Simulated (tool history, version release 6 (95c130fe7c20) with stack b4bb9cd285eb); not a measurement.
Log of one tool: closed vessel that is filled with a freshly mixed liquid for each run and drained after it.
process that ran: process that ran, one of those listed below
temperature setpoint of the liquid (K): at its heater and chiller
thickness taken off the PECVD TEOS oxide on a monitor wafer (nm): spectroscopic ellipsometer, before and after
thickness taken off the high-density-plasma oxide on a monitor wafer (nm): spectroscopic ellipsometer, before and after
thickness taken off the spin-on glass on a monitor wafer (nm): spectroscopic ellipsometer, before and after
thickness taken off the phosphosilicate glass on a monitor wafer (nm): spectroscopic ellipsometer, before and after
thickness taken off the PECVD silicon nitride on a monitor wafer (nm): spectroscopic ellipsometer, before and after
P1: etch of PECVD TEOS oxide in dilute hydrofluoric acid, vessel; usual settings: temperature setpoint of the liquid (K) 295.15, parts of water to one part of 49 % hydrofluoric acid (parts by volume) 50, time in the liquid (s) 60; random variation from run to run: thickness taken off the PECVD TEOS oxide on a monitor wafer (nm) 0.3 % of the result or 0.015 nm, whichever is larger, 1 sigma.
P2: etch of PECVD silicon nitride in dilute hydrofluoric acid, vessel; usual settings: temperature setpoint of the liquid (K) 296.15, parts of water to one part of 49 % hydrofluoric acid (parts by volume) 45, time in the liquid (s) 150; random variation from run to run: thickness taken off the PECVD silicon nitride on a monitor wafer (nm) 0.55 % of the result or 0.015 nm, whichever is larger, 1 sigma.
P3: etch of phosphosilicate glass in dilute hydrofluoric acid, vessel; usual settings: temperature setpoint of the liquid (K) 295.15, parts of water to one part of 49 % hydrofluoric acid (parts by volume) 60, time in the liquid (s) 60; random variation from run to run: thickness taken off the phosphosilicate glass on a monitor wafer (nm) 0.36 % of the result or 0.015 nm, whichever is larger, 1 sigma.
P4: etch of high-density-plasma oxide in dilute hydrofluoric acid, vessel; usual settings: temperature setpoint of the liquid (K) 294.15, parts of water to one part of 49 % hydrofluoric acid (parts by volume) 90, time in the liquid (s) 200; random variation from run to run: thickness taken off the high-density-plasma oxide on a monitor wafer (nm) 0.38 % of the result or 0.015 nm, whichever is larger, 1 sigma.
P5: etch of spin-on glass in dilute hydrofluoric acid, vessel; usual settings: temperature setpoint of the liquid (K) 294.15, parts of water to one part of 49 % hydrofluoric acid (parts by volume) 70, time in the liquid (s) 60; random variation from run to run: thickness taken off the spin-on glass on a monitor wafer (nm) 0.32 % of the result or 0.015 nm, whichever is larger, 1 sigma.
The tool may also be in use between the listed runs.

run,hour,process that ran,temperature setpoint of the liquid (K),parts of water to one part of 49 % hydrofluoric acid (parts by volume),time in the liquid (s),hours since the thermometer was replaced,hours since the hydrofluoric acid flow meter was replaced,thickness taken off the PECVD TEOS oxide on a monitor wafer (nm),thickness taken off the high-density-plasma oxide on a monitor wafer (nm),thickness taken off the spin-on glass on a monitor wafer (nm),thickness taken off the phosphosilicate glass on a monitor wafer (nm),thickness taken off the PECVD silicon nitride on a monitor wafer (nm)
1,7.7,P1,295.15,50,60,1111.5,189.4,22.723,,,,
2,21,P1,295.15,20,60,1124.8,202.7,58.789,,,,
3,33.9,P1,299.15,70,60,1137.7,215.6,18.571,,,,
4,42.6,P4,290.15,90,200,1146.4,224.3,,9.0051,,,
5,56.6,P5,294.15,70,30,1160.4,238.3,,,17.336,,
6,63.9,P3,290.65,60,60,1167.7,245.6,,,,66.434,
7,75.4,P2,296.15,45,150,1179.2,257.1,,,,,10.07
8,83.7,P1,290.15,50,60,1187.5,265.4,18.282,,,,
9,93.7,P3,295.15,60,60,1197.5,275.4,,,,80.885,
10,108.1,P2,296.15,45,30,1211.9,289.8,,,,,2.0062
11,119.2,P5,294.15,120,60,1223,300.9,,,19.226,,
12,129.6,P2,291.15,45,150,1233.4,311.3,,,,,7.1731
13,142.6,P2,296.15,45,150,1246.4,324.3,,,,,10.168
14,149.9,P3,295.15,60,105,1253.7,331.6,,,,141.46,
15,158,P5,294.15,70,60,1261.8,339.7,,,34.453,,
# hour 165.6: hydrofluoric acid flow meter replaced
16,169.2,P5,290.15,70,60,1273,3.6,,,29.093,,
17,179.4,P1,290.15,50,30,1283.2,13.8,9.14,,,,
18,191.1,P1,295.15,50,115,1294.9,25.5,43.292,,,,
19,199.9,P1,295.15,50,60,1303.7,34.3,22.709,,,,
20,213.8,P4,294.15,90,200,1317.6,48.2,,10.508,,,
21,230,P3,295.15,60,60,1333.8,64.4,,,,81.676,
22,237.7,P3,295.15,20,60,1341.5,72.1,,,,255.14,
23,254.1,P2,296.15,25,150,1357.9,88.5,,,,,17.834
24,266.7,P1,295.15,50,60,1370.5,101.1,22.655,,,,
25,282.9,P5,294.15,70,60,1386.7,117.3,,,34.559,,
26,292.8,P1,295.15,50,30,1396.6,127.2,11.268,,,,
27,300.2,P1,295.15,50,60,1404,134.6,22.665,,,,
28,310.3,P4,294.15,165,200,1414.1,144.7,,5.2858,,,
29,318.9,P1,302.65,80,60,1422.7,153.3,18.404,,,,
30,328.3,P1,295.15,85,60,1432.1,162.7,12.737,,,,
31,342.2,P1,300.65,50,60,1446,176.6,28.389,,,,
32,351,P4,294.15,90,330,1454.8,185.4,,17.443,,,
33,364.2,P1,295.15,50,60,1468,198.6,22.789,,,,
34,373.6,P1,295.15,50,60,1477.4,208,22.513,,,,
35,383.3,P1,295.15,50,60,1487.1,217.7,23.208,,,,
36,396.3,P1,295.15,50,60,1500.1,230.7,23.895,,,,
37,406.7,P1,295.15,50,60,1510.5,241.1,24.248,,,,
38,422.6,P1,295.15,50,60,1526.4,257,24.664,,,,
39,434.5,P1,295.15,50,60,1538.3,268.9,24.661,,,,
40,442.3,P1,295.15,50,60,1546.1,276.7,24.73,,,,
41,450.5,P1,295.15,50,60,1554.3,284.9,24.779,,,,
42,460.5,P1,295.15,50,60,1564.3,294.9,24.67,,,,
43,468.2,P1,295.15,50,60,1572,302.6,24.963,,,,
44,481.6,P1,295.15,50,60,1585.4,316,24.797,,,,

What P1 gives has crept away from where it was. These 2 causes fit the log equally well, each at the size given:
A: liquid hotter than its thermometer reads (K) = 2.25
B: hydrofluoric acid flow above the setpoint (%) = 9.18
The creep began at about hour 373.6.

4 check runs are offered, one wafer each, their results left as question marks. Which one tells the causes apart?
check 1,495,P5,294.15,70,60,,,,,?,,
check 2,495,P2,296.15,45,150,,,,,,,?
check 3,495,P4,294.15,90,200,,,,?,,,
check 4,495,P3,295.15,60,60,,,,,,?,

What each check would give under each cause:
check,result,if A,if B
check 1,thickness taken off the spin-on glass on a monitor wafer (nm),37.932,38.022
check 2,thickness taken off the PECVD silicon nitride on a monitor wafer (nm),11.79,11.032
check 3,thickness taken off the high-density-plasma oxide on a monitor wafer (nm),11.571,11.634
check 4,thickness taken off the phosphosilicate glass on a monitor wafer (nm),88.815,88.95
How far apart the two closest causes lie, in the result that separates them most: check 1 0.24 %; check 2 6.65 %; check 3 0.54 %; check 4 0.15 %
Only check 2 tells the causes apart: in the others they would give nearly the same result.

Then check 2 was run and gave: thickness taken off the PECVD silicon nitride on a monitor wafer (nm) 10.947. Which cause is it?

It is B: hydrofluoric acid flow above the setpoint (%).
